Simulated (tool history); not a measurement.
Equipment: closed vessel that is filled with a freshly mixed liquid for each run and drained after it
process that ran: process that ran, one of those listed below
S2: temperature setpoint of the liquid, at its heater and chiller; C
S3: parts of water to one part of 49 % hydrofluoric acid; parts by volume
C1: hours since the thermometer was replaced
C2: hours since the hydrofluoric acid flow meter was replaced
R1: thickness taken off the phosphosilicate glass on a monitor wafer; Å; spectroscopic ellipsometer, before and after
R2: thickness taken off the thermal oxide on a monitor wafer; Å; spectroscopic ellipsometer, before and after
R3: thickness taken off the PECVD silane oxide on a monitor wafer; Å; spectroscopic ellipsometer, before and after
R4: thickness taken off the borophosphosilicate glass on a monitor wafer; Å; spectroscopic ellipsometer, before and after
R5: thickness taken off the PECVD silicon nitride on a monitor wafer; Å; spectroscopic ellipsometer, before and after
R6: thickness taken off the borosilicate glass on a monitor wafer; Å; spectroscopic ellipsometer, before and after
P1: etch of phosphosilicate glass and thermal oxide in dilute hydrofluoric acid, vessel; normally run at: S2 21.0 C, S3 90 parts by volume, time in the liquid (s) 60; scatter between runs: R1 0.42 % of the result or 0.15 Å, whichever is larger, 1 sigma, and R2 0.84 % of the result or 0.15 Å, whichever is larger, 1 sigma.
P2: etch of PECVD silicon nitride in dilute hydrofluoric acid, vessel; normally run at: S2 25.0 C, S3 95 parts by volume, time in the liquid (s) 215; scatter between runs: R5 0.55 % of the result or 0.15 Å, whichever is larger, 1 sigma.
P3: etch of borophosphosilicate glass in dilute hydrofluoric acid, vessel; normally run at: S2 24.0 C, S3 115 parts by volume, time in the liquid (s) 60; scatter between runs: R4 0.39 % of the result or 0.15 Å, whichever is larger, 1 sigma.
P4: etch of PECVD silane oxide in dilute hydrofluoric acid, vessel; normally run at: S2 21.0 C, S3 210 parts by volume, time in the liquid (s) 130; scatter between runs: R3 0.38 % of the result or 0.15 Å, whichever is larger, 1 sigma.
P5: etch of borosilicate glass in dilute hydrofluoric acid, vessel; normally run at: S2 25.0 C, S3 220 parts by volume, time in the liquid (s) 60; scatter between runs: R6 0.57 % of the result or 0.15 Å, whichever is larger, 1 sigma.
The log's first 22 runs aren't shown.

run 23 hour=189.3 | process_that_ran=P3 S2=17.0 S3=115 time_in_the_liquid_(s)=60 | C1=937.9 C2=514.4 | R4=206.57
run 24 hour=201.1 | process_that_ran=P2 S2=31.5 S3=95 time_in_the_liquid_(s)=215 | C1=949.7 C2=526.2 | R5=71.957
run 25 hour=211.8 | process_that_ran=P1 S2=17.0 S3=90 time_in_the_liquid_(s)=105 | C1=960.4 C2=536.9 | R1=643.77 R2=39.112
run 26 hour=217.8 | process_that_ran=P5 S2=19.5 S3=220 time_in_the_liquid_(s)=60 | C1=966.4 C2=542.9 | R6=80.508
run 27 hour=224.7 | process_that_ran=P1 S2=21.0 S3=155 time_in_the_liquid_(s)=60 | C1=973.3 C2=549.8 | R1=235.27 R2=14.402
run 28 hour=236.6 | process_that_ran=P3 S2=24.0 S3=200 time_in_the_liquid_(s)=60 | C1=985.2 C2=561.7 | R4=142.27
run 29 hour=243.4 | process_that_ran=P1 S2=21.0 S3=90 time_in_the_liquid_(s)=30 | C1=992.0 C2=568.5 | R1=218.21 R2=13.049
run 30 hour=254.4 | process_that_ran=P1 S2=21.0 S3=90 time_in_the_liquid_(s)=60 | C1=1003.0 C2=579.5 | R1=434.42 R2=27.077

Estimate the outcome of run 31 from the log above:
run 31 hour=264.1 | process_that_ran=P1 S2=21.0 S3=90 time_in_the_liquid_(s)=60 | C1=1012.7 C2=589.2 | R1=? R2=?

Run 31 came out at R1 447.00 Å, R2 27.372 Å.
